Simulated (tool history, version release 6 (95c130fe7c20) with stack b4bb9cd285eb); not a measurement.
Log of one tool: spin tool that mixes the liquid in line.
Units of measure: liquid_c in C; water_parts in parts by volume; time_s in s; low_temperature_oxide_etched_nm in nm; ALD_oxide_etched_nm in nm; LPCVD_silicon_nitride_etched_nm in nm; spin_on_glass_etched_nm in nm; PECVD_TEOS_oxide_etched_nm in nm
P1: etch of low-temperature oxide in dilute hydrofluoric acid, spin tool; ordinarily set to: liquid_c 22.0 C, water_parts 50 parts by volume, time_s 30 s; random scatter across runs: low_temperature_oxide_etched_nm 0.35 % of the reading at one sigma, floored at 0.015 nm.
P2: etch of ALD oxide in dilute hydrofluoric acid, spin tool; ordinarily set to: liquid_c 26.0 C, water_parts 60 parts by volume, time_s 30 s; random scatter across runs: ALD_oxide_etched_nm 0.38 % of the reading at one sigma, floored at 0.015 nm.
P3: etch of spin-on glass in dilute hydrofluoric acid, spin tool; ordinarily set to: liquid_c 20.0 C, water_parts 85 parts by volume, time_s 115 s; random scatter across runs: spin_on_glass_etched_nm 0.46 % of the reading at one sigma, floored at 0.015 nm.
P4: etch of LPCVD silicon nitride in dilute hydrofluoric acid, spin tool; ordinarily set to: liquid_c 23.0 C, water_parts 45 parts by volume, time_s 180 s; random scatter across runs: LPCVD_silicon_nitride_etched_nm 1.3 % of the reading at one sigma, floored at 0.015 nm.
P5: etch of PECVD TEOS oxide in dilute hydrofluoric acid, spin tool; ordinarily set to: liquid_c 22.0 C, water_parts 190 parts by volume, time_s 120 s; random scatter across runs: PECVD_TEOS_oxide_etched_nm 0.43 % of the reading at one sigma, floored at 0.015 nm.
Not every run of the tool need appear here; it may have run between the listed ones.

run	hour	process	liquid_c	water_parts	time_s	low_temperature_oxide_etched_nm	ALD_oxide_etched_nm	LPCVD_silicon_nitride_etched_nm	spin_on_glass_etched_nm	PECVD_TEOS_oxide_etched_nm
1	7.7	P1	22.0	50	30	12.4290				
2	16.9	P2	31.5	60	30		11.5500			
3	23.6	P4	28.5	45	180			2.8040		
4	29.8	P1	17.0	50	30	9.9952				
5	35.0	P2	26.0	60	15		4.6319			
6	46.0	P1	22.0	50	30	12.4620				
7	52.8	P1	22.0	50	30	12.3950				
8	61.8	P3	20.0	35	115				64.390	
9	67.0	P3	25.0	85	115				30.202	
10	74.6	P5	22.0	80	120					15.6160
11	81.8	P1	22.0	50	15	6.2370				
12	87.5	P2	26.0	60	30		9.2373			
13	96.2	P4	23.0	45	360			3.8110		
14	106.2	P2	26.0	20	30		29.3580			
15	113.9	P5	18.0	190	120					4.9483
16	120.6	P2	26.0	60	30		9.2903			
17	126.8	P1	22.0	30	30	21.2950				
18	135.2	P4	23.0	45	180			1.8880		
19	145.6	P4	23.0	65	180			1.2874		
20	157.2	P3	20.0	85	215				46.876	
21	163.4	P5	22.0	190	120					5.8177
22	173.0	P5	22.0	190	120					5.7572
23	178.3	P1	22.0	85	30	7.0236				
24	188.6	P4	23.0	45	180			1.9270		
25	199.9	P3	20.0	85	115				24.665	
26	205.7	P1	22.0	50	30	12.4610				
27	212.1	P5	22.0	190	35					1.7107
28	222.4	P1	22.0	50	50	20.7740				
29	233.7	P1	28.5	50	30	16.1940				
30	240.2	P1	17.0	50	15	4.9611				
31	251.1	P1	22.0	50	30	12.4360				
32	259.6	P1	22.0	50	30	12.0360				
33	265.8	P1	22.0	50	30	11.8320				
34	271.1	P1	22.0	50	30	11.7830				
35	277.1	P1	22.0	50	30	11.6970				
36	285.4	P1	22.0	50	30	11.6360				
37	291.5	P1	22.0	50	30	11.6810				
38	299.1	P1	22.0	50	30	11.5850				
39	304.6	P1	22.0	50	30	11.5180				
40	316.2	P1	22.0	50	30	11.5490				

The output of P1 has drifted from where it used to be. Each of the 2 causes below, taken at the size shown beside it, accounts for the log equally well:
A: hydrofluoric acid flow below the setpoint (%) = 6.95
B: liquid colder than its thermometer reads (K) = 1.83
The creep began at about hour 251.1.

You are offered 4 check runs, listed below with question marks in place of their results; each one averages 5 wafers. Which run separates the listed causes by giving clearly different results for each?
check 1	327.8	P3	20.0	55	115				?	
check 2	327.8	P5	22.0	100	35					?
check 3	327.8	P2	26.0	35	15		?			
check 4	327.8	P4	23.0	60	345			?		

Outcome of each check run for each possible cause:
check	result	if A	if B
check 1	spin_on_glass_etched_nm	36.942	36.903
check 2	PECVD_TEOS_oxide_etched_nm	3.2754	3.2961
check 3	ALD_oxide_etched_nm	7.6351	7.6350
check 4	LPCVD_silicon_nitride_etched_nm	2.5580	2.4234
Separation of the two closest causes in each check, using whichever result separates them best: check 1 0.11 %; check 2 0.63 %; check 3 0 %; check 4 5.4 %
The causes can be told apart only by check 4. The other checks would give nearly the same results under each of them.

Check 4 was carried out, with these results: LPCVD_silicon_nitride_etched_nm 2.5413 nm. Which of the listed causes is responsible?

A is the cause: hydrofluoric acid flow below the setpoint (%).

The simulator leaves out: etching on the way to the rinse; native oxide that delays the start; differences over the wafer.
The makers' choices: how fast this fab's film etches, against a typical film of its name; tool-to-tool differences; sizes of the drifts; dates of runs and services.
